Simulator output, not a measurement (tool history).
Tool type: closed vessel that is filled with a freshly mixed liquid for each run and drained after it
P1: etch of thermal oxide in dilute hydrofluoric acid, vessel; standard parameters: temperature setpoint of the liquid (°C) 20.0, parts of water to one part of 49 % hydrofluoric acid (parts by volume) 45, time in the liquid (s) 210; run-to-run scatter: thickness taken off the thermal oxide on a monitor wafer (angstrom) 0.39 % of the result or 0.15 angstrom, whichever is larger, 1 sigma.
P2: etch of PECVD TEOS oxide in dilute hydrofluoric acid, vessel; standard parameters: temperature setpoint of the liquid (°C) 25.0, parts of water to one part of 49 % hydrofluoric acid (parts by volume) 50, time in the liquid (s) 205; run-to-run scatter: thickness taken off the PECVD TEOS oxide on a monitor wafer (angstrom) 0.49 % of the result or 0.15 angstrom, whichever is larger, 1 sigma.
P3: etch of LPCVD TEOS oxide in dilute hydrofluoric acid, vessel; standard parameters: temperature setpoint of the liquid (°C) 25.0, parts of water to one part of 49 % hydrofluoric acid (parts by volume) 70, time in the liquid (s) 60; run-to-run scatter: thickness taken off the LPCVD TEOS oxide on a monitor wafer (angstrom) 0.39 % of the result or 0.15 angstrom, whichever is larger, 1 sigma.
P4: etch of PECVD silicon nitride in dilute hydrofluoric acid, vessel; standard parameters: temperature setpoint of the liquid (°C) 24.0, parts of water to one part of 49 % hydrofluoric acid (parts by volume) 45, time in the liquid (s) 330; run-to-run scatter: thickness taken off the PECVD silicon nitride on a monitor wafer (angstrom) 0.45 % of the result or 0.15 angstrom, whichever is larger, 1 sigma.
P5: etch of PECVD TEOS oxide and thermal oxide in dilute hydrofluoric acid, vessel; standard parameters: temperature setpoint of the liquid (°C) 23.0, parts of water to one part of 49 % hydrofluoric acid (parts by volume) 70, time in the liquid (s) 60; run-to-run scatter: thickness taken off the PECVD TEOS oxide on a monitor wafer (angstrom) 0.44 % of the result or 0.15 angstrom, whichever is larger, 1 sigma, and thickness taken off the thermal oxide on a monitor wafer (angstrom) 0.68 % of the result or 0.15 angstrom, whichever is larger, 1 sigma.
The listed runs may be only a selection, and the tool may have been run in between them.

| run | hour | process that ran | temperature setpoint of the liquid (°C) | parts of water to one part of 49 % hydrofluoric acid (parts by volume) | time in the liquid (s) | hours since the thermometer was replaced | hours since the hydrofluoric acid flow meter was replaced | thickness taken off the thermal oxide on a monitor wafer (angstrom) | thickness taken off the PECVD silicon nitride on a monitor wafer (angstrom) | thickness taken off the PECVD TEOS oxide on a monitor wafer (angstrom) | thickness taken off the LPCVD TEOS oxide on a monitor wafer (angstrom) |
|---|---|---|---|---|---|---|---|---|---|---|---|
| 1 | 13.8 | P1 | 20.0 | 45 | 210 | 800.5 | 412.9 | 198.630 |  |  |  |
| 2 | 23.9 | P1 | 17.0 | 30 | 210 | 810.6 | 423.0 | 266.700 |  |  |  |
| 3 | 32.0 | P4 | 31.5 | 45 | 330 | 818.7 | 431.1 |  | 199.640 |  |  |
| 4 | 39.9 | P1 | 20.0 | 60 | 210 | 826.6 | 439.0 | 145.890 |  |  |  |
| 5 | 47.6 | P1 | 20.0 | 45 | 210 | 834.3 | 446.7 | 198.500 |  |  |  |
| 6 | 56.6 | P5 | 23.0 | 70 | 90 | 843.3 | 455.7 | 59.093 |  | 222.560 |  |
| 7 | 63.6 | P4 | 24.0 | 45 | 175 | 850.3 | 462.7 |  | 65.281 |  |  |
| 8 | 75.2 | P1 | 17.0 | 45 | 210 | 861.9 | 474.3 | 173.450 |  |  |  |
| 9 | 88.7 | P5 | 17.0 | 70 | 60 | 875.4 | 487.8 | 30.889 |  | 115.860 |  |
| 10 | 99.0 | P5 | 23.0 | 70 | 60 | 885.7 | 498.1 | 39.234 |  | 148.150 |  |
| 11 | 106.7 | P1 | 20.0 | 45 | 210 | 893.4 | 505.8 | 195.970 |  |  |  |
| 12 | 118.5 | P3 | 31.0 | 70 | 60 | 905.2 | 517.6 |  |  |  | 307.46 |
| 13 | 128.3 | P4 | 24.0 | 45 | 330 | 915.0 | 527.4 |  | 121.740 |  |  |
| 14 | 139.0 | P5 | 23.0 | 20 | 60 | 925.7 | 538.1 | 146.650 |  | 555.020 |  |
| 15 | 145.9 | P5 | 23.0 | 70 | 60 | 932.6 | 545.0 | 39.926 |  | 148.670 |  |
| 16 | 152.4 | P3 | 25.0 | 70 | 60 | 939.1 | 551.5 |  |  |  | 245.03 |
| 17 | 159.7 | P3 | 25.0 | 35 | 60 | 946.4 | 558.8 |  |  |  | 510.26 |
| 18 | 166.0 | P1 | 20.0 | 25 | 210 | 952.7 | 565.1 | 368.200 |  |  |  |
| 19 | 172.8 | P1 | 20.0 | 45 | 210 | 959.5 | 571.9 | 197.580 |  |  |  |
| 20 | 184.7 | P4 | 24.0 | 20 | 330 | 971.4 | 583.8 |  | 267.530 |  |  |
| 21 | 194.4 | P2 | 25.0 | 20 | 205 | 981.1 | 593.5 |  |  | 1048.400 |  |
| 22 | 204.4 | P2 | 25.0 | 50 | 205 | 991.1 | 603.5 |  |  | 405.420 |  |
| 23 | 211.1 | P1 | 20.0 | 45 | 360 | 997.8 | 610.2 | 338.730 |  |  |  |
| 24 | 219.1 | P2 | 25.0 | 50 | 30 | 1005.8 | 618.2 |  |  | 59.051 |  |
| 25 | 231.9 | P2 | 25.0 | 50 | 205 | 1018.6 | 631.0 |  |  | 403.420 |  |
| 26 | 242.6 | P1 | 20.0 | 45 | 40 | 1029.3 | 641.7 | 37.673 |  |  |  |
| 27 | 249.7 | P2 | 32.0 | 50 | 205 | 1036.4 | 648.8 |  |  | 530.830 |  |
| 28 | 262.7 | P1 | 20.0 | 45 | 210 | 1049.4 | 661.8 | 197.410 |  |  |  |
| 29 | 271.6 | P1 | 28.0 | 45 | 210 | 1058.3 | 670.7 | 274.970 |  |  |  |
| 30 | 282.6 | P3 | 25.0 | 70 | 30 | 1069.3 | 681.7 |  |  |  | 120.80 |
| 31 | 292.2 | P1 | 20.0 | 45 | 210 | 1078.9 | 691.3 | 199.470 |  |  |  |
| 32 | 303.0 | P1 | 20.0 | 45 | 210 | 1089.7 | 702.1 | 189.950 |  |  |  |
| 33 | 309.9 | P1 | 20.0 | 45 | 210 | 1096.6 | 709.0 | 187.810 |  |  |  |
| 34 | 317.2 | P1 | 20.0 | 45 | 210 | 1103.9 | 716.3 | 183.650 |  |  |  |
| 35 | 330.0 | P1 | 20.0 | 45 | 210 | 1116.7 | 729.1 | 180.820 |  |  |  |
| 36 | 337.4 | P1 | 20.0 | 45 | 210 | 1124.1 | 736.5 | 181.200 |  |  |  |
| 37 | 344.3 | P1 | 20.0 | 45 | 210 | 1131.0 | 743.4 | 181.550 |  |  |  |
| 38 | 353.0 | P1 | 20.0 | 45 | 210 | 1139.7 | 752.1 | 181.370 |  |  |  |
| 39 | 362.3 | P1 | 20.0 | 45 | 210 | 1149.0 | 761.4 | 179.910 |  |  |  |

P1 has crept away from where it was. The log is fitted equally well by each of these 2 causes, at the sizes shown:
A: liquid colder than its thermometer reads (K) = 2.18
B: hydrofluoric acid flow below the setpoint (%) = 8.45
Creep in the process output first set in at about hour 292.2.

The check runs listed below each take one wafer, and their results are still question marks. Under which run would the listed causes lead to clearly different results?
| check 1 | 371.6 | P4 | 29.0 | 45 | 330 |  |  |  | ? |  |  |
| check 2 | 371.6 | P2 | 25.0 | 20 | 30 |  |  |  |  | ? |  |
| check 3 | 371.6 | P5 | 17.0 | 45 | 60 |  |  | ? |  | ? |  |
| check 4 | 371.6 | P3 | 25.0 | 40 | 30 |  |  |  |  |  | ? |

Check results expected under each cause:
| check | result | if A | if B |
|---|---|---|---|
| check 1 | thickness taken off the PECVD silicon nitride on a monitor wafer (angstrom) | 147.800 | 156.350 |
| check 2 | thickness taken off the PECVD TEOS oxide on a monitor wafer (angstrom) | 140.930 | 141.080 |
| check 3 | thickness taken off the thermal oxide on a monitor wafer (angstrom) | 44.568 | 44.705 |
| check 3 | thickness taken off the PECVD TEOS oxide on a monitor wafer (angstrom) | 168.430 | 168.940 |
| check 4 | thickness taken off the LPCVD TEOS oxide on a monitor wafer (angstrom) | 202.08 | 201.52 |
Minimum pairwise separation of causes per check, each pair taken at its best-separating result: check 1 5.62 %; check 2 0.1 %; check 3 0.31 %; check 4 0.28 %
The causes can be told apart only by check 1. The other checks would give nearly the same results under each of them.

Then check 1 was run and gave: thickness taken off the PECVD silicon nitride on a monitor wafer (angstrom) 147.990. Which cause is it?

It was cause A: liquid colder than its thermometer reads (K).

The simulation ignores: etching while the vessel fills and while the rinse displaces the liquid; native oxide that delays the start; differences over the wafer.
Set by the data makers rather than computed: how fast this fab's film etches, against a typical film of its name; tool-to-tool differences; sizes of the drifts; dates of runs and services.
